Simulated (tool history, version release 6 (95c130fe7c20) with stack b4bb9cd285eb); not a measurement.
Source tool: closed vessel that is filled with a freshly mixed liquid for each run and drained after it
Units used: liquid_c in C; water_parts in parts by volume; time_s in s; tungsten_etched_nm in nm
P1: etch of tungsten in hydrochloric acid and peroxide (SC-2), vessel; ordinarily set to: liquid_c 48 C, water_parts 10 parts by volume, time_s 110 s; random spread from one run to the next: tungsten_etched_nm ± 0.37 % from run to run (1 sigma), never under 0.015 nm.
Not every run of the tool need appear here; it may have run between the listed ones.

run	day	liquid_c	water_parts	time_s	tungsten_etched_nm
1	0.3	48	10	110	23.862
2	0.542	37.5	14	110	8.6058
3	0.812	35	10	110	9.5897
4	1.042	48	15	110	16.848
5	1.433	48	10	110	23.74
6	1.85	48	10	110	23.71
7	2.138	48	10	210	45.428
8	2.358	58	10	110	45.948
# day 2.667: chemicals flow meter replaced
9	2.808	48	10	110	23.876
10	3.138	48	10	30	6.4903
11	3.354	59	10	195	86.533
12	3.671	48	4	110	47.557
13	4.017	48	10	110	23.946
14	4.383	48	10	110	23.756
15	4.821	48	10	110	23.759
16	5.038	48	10	110	24.474
17	5.471	48	10	110	25.143
18	5.817	48	10	110	25.584
19	6.117	48	10	110	25.619
20	6.483	48	10	110	25.86
21	6.867	48	10	110	25.918
22	7.192	48	10	110	25.726
23	7.521	48	10	110	25.971
24	7.792	48	10	110	25.934

P1 no longer gives what it gave before; its output has crept away from where it was. The following 2 causes, each at its listed size, fit the log equally well:
A: chemicals flow above the setpoint (%) = 11.1
B: liquid hotter than its thermometer reads (K) = 1.3
Onset of the creep was near day 4.821.
Every other cause this tool's parts could produce, and why it does not fit the log:
peroxide weaker than its label (%): at most 8, giving a -7.4 % change in tungsten_etched_nm: too small, or against the direction of the creep

Consider the 4 check runs below, whose results appear as question marks and each of which averages 2 wafers. Which one distinguishes the causes, in that each cause would give it a clearly different result?
check 1	8.062	48	10	70	?
check 2	8.062	37	10	110	?
check 3	8.062	36	4	110	?
check 4	8.062	36.5	10	30	?

If the cause were each of the candidates in turn, the checks would give the following:
check	result	if A	if B
check 1	tungsten_etched_nm	16.524	16.532
check 2	tungsten_etched_nm	12.035	12.117
check 3	tungsten_etched_nm	21.987	22.551
check 4	tungsten_etched_nm	3.1655	3.188
How far apart the two closest causes lie, in the result that separates them most: check 1 0.05 %; check 2 0.68 %; check 3 2.53 %; check 4 0.71 %
Check 3 tells the causes apart: in the others they would give nearly the same result.

Then check 3 was run and gave: tungsten_etched_nm 22.612 nm. Which cause is it?

B is the cause: liquid hotter than its thermometer reads (K).

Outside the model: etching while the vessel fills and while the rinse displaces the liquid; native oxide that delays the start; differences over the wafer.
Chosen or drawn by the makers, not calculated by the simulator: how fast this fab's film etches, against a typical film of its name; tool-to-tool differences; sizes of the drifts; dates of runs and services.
